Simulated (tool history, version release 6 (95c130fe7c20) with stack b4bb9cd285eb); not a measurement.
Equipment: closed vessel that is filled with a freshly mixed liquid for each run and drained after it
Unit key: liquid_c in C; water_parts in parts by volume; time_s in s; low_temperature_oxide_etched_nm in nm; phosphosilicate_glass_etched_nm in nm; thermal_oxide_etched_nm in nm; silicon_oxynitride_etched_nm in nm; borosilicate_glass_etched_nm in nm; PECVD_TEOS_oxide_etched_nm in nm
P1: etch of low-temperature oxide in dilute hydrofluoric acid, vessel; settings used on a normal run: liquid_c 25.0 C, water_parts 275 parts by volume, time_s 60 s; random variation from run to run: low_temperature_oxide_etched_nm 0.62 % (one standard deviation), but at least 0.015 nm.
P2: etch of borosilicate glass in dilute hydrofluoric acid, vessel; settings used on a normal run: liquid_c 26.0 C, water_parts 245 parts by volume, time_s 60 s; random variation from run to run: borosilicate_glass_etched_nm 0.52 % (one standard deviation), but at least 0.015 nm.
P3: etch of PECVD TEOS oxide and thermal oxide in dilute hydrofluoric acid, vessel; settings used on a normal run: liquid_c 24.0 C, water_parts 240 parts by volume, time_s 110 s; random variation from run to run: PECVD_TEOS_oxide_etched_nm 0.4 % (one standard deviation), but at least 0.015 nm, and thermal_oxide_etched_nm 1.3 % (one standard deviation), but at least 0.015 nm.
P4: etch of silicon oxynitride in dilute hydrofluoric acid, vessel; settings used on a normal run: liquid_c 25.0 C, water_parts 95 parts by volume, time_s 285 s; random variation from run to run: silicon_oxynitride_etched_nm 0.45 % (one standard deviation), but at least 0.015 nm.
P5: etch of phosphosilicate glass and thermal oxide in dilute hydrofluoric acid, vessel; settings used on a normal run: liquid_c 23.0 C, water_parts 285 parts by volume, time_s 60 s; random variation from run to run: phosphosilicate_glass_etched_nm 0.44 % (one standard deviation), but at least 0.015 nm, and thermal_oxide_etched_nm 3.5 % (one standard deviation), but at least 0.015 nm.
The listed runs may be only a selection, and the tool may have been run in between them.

run	hour	process	liquid_c	water_parts	time_s	hours since the thermometer was replaced	hours since the hydrofluoric acid flow meter was replaced	low_temperature_oxide_etched_nm	phosphosilicate_glass_etched_nm	thermal_oxide_etched_nm	silicon_oxynitride_etched_nm	borosilicate_glass_etched_nm	PECVD_TEOS_oxide_etched_nm
1	3.3	P1	25.0	275	60	2059.6	353.8	3.9602					
2	7.8	P5	23.0	430	60	2064.1	358.3		16.816	0.45103			
3	10.9	P4	25.0	95	135	2067.2	361.4				3.2543		
4	14.4	P1	25.0	275	30	2070.7	364.9	2.0054					
5	17.2	P2	34.0	245	60	2073.5	367.7					10.7240	
6	20.2	P1	32.0	275	60	2076.5	370.7	5.0477					
7	24.3	P5	23.0	285	60	2080.6	374.8		29.018	0.79549			
8	28.7	P5	17.0	285	60	2085.0	379.2		23.055	0.61155			
9	32.0	P1	20.0	275	85	2088.3	382.5	4.7137					
10	34.4	P1	25.0	275	115	2090.7	384.9	7.6221					
11	37.1	P1	25.0	275	60	2093.4	387.6	3.9690					
12	41.6	P1	25.0	275	60	2097.9	392.1	3.9751					
13	44.7	P1	25.0	405	60	2101.0	395.2	2.3972					
14	49.4	P3	24.0	240	110	2105.7	399.9			1.92330			8.2080
15	54.8	P4	25.0	95	285	2111.1	405.3				6.8004		
16	60.3	P3	24.0	385	110	2116.6	410.8			1.04700			4.4560
# hour 63.5: thermometer replaced
17	64.8	P1	25.0	45	60	1.3	415.3	31.6980					
18	67.7	P3	32.5	240	110	4.2	418.2			2.56750			11.0390
19	70.8	P4	25.0	55	285	7.3	421.3				12.1640		
20	74.1	P4	25.0	95	285	10.6	424.6				6.8143		
21	77.2	P2	26.0	245	60	13.7	427.7					8.1401	
22	81.4	P5	23.0	285	30	17.9	431.9		14.457	0.33912			
23	84.0	P1	25.0	275	60	20.5	434.5	3.9857					
24	87.9	P2	26.0	245	115	24.4	438.4					15.8420	
25	90.7	P1	25.0	275	60	27.2	441.2	3.9234					
26	95.5	P5	23.0	285	60	32.0	446.0		29.007	0.84285			
27	99.1	P2	26.0	120	60	35.6	449.6					19.4960	
28	104.6	P3	24.0	240	55	41.1	455.1			0.96167			4.1502
29	108.0	P1	25.0	275	60	44.5	458.5	4.0036					
30	111.9	P1	18.0	275	60	48.4	462.4	3.0948					
31	116.2	P4	19.0	95	285	52.7	466.7				5.0779		
32	121.2	P1	25.0	275	60	57.7	471.7	4.0081					
33	125.2	P1	25.0	275	60	61.7	475.7	3.8808					
34	129.1	P1	25.0	275	60	65.6	479.6	3.9185					
35	133.4	P1	25.0	275	60	69.9	483.9	3.8285					
36	136.7	P1	25.0	275	60	73.2	487.2	3.8177					
37	140.7	P1	25.0	275	60	77.2	491.2	3.7249					
38	145.2	P1	25.0	275	60	81.7	495.7	3.7658					
39	149.2	P1	25.0	275	60	85.7	499.7	3.6902					
40	154.3	P1	25.0	275	60	90.8	504.8	3.7344					
41	158.3	P1	25.0	275	60	94.8	508.8	3.7237					
42	161.7	P1	25.0	275	60	98.2	512.2	3.7490					
43	164.5	P1	25.0	275	60	101.0	515.0	3.7626					

P1 no longer gives what it gave before; its output has crept away from where it was. The following 2 causes, each at its listed size, fit the log equally well:
A: hydrofluoric acid flow below the setpoint (%) = 4.37
B: liquid colder than its thermometer reads (K) = 1.64
The onset of the drift is placed at about hour 121.2.

Each of the check runs listed below is run on 3 wafers and reports their average, with the results left as question marks. Pick the one under which the possible causes would lead to clearly different results.
check 1	167.3	P4	21.5	95	135						?		
check 2	167.3	P2	33.5	245	110							?	
check 3	167.3	P5	19.5	285	30				?	?			
check 4	167.3	P3	30.0	240	55					?			?

Outcome of each check run for each possible cause:
check	result	if A	if B
check 1	silicon_oxynitride_etched_nm	2.5986	2.5168
check 2	borosilicate_glass_etched_nm	18.2200	18.3210
check 3	phosphosilicate_glass_etched_nm	12.039	11.978
check 3	thermal_oxide_etched_nm	0.31930	0.31768
check 4	thermal_oxide_etched_nm	1.12300	1.12510
check 4	PECVD_TEOS_oxide_etched_nm	4.7911	4.8001
Minimum pairwise separation of causes per check, each pair taken at its best-separating result: check 1 3.2 %; check 2 0.55 %; check 3 0.51 %; check 4 0.19 %
Only in check 1 would the causes give clearly different results; in the remaining checks their results would be nearly the same.

Then check 1 was run and gave: silicon_oxynitride_etched_nm 2.6045 nm. Which cause is it?

The cause is A: hydrofluoric acid flow below the setpoint (%).
